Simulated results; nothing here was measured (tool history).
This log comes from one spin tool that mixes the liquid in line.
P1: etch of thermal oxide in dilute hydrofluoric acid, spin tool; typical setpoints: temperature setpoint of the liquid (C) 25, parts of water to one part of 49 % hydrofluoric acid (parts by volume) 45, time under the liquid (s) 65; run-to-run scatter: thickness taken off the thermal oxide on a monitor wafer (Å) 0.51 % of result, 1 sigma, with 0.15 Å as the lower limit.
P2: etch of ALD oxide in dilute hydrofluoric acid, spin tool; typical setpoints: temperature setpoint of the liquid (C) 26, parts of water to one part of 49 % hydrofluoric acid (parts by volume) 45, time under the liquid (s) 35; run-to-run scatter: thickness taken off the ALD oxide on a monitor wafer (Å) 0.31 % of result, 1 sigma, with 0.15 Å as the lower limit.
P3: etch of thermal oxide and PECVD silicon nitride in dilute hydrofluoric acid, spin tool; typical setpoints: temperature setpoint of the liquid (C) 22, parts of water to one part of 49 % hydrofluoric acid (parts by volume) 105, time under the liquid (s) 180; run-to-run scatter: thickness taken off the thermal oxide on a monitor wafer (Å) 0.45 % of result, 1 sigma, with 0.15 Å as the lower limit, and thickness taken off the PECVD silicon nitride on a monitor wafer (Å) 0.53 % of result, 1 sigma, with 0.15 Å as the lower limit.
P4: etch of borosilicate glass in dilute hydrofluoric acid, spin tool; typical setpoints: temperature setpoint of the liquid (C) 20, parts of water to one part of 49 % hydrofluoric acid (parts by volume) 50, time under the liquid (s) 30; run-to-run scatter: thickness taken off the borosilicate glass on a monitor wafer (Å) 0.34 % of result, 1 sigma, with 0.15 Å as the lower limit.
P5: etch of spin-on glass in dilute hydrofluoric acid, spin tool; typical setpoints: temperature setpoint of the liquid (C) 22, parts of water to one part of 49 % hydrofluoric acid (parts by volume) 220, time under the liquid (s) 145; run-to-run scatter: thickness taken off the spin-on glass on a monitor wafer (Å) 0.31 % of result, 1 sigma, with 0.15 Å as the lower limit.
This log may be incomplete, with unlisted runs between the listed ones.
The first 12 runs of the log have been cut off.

run     day  process that ran  temperature setpoint of the liquid (C)  parts of water to one part of 49 % hydrofluoric acid (parts by volume)  time under the liquid (s)  hours since the thermometer was replaced  hours since the hydrofluoric acid flow meter was replaced  thickness taken off the thermal oxide on a monitor wafer (Å)  thickness taken off the PECVD silicon nitride on a monitor wafer (Å)  thickness taken off the ALD oxide on a monitor wafer (Å)  thickness taken off the borosilicate glass on a monitor wafer (Å)  thickness taken off the spin-on glass on a monitor wafer (Å)
 13   5.842                P1                                      25                                                                      45                         25                                       689                                                       46.1                                                        29.412
 14   6.288                P4                                      20                                                                      50                         30                                     699.7                                                       56.8                                                                                                                                                                                                                                                           199.23
 15   6.892                P1                                      25                                                                      20                         65                                     714.2                                                       71.3                                                         174.4
 16   7.429                P2                                      26                                                                      45                         55                                     727.1                                                       84.2                                                                                                                                                                                        137.25
 17   8.067                P5                                      22                                                                     220                         50                                     742.4                                                       99.5                                                                                                                                                                                                                                                                                                                          38.36
 18   8.562                P5                                      17                                                                     220                        145                                     754.3                                                      111.4                                                                                                                                                                                                                                                                                                                         90.648
 19   9.029                P4                                      20                                                                      50                         30                                     765.5                                                      122.6                                                                                                                                                                                                                                                           200.32
 20   9.308                P3                                      22                                                                     105                        180                                     772.2                                                      129.3                                                        77.893                                                                41.451
 21   9.725                P4                                      20                                                                      50                         50                                     782.2                                                      139.3                                                                                                                                                                                                                                                           332.06
 22  10.304                P3                                      22                                                                      30                        180                                     796.1                                                      153.2                                                        299.35                                                                 140.6
 23  10.871                P1                                    32.5                                                                      45                         65                                     809.7                                                      166.8                                                        100.79
 24  11.333                P1                                    17.5                                                                      45                         65                                     820.8                                                      177.9                                                        55.372
 25  11.642                P3                                      17                                                                     105                        180                                     828.2                                                      185.3                                                        63.629                                                                29.634
 26   12.25                P1                                      25                                                                      45                         65                                     842.8                                                      199.9                                                        75.207
 27    12.6                P4                                      20                                                                      85                         30                                     851.2                                                      208.3                                                                                                                                                                                                                                                           112.72
 28  13.058                P1                                      25                                                                      45                         95                                     862.2                                                      219.3                                                         110.6
 29  13.667                P3                                      22                                                                     105                        180                                     876.8                                                      233.9                                                         78.69                                                                41.409
 30   14.25                P1                                      25                                                                      45                         65                                     890.8                                                      247.9                                                        75.092
 31  14.538                P5                                      22                                                                      40                        145                                     897.7                                                      254.8                                                                                                                                                                                                                                                                                                                         740.58
 32  14.825                P5                                      22                                                                     220                        145                                     904.6                                                      261.7                                                                                                                                                                                                                                                                                                                          110.2
 33  15.358                P2                                    19.5                                                                      45                         35                                     917.4                                                      274.5                                                                                                                                                                                        67.426
 34  15.817                P1                                      25                                                                      45                         65                                     928.4                                                      285.5                                                        75.513
 35  16.308                P1                                      25                                                                      45                         65                                     940.2                                                      297.3                                                        77.901
 36  16.746                P1                                      25                                                                      45                         65                                     950.7                                                      307.8                                                        78.142
 37  17.367                P1                                      25                                                                      45                         65                                     965.6                                                      322.7                                                        79.072

Run 38 is up next; what results do you expect?
 38  17.979                P1                                      25                                                                      45                         65                                     980.3                                                      337.4                                                             ?

{"run 38": {"thickness taken off the thermal oxide on a monitor wafer (Å)": 79.754}}
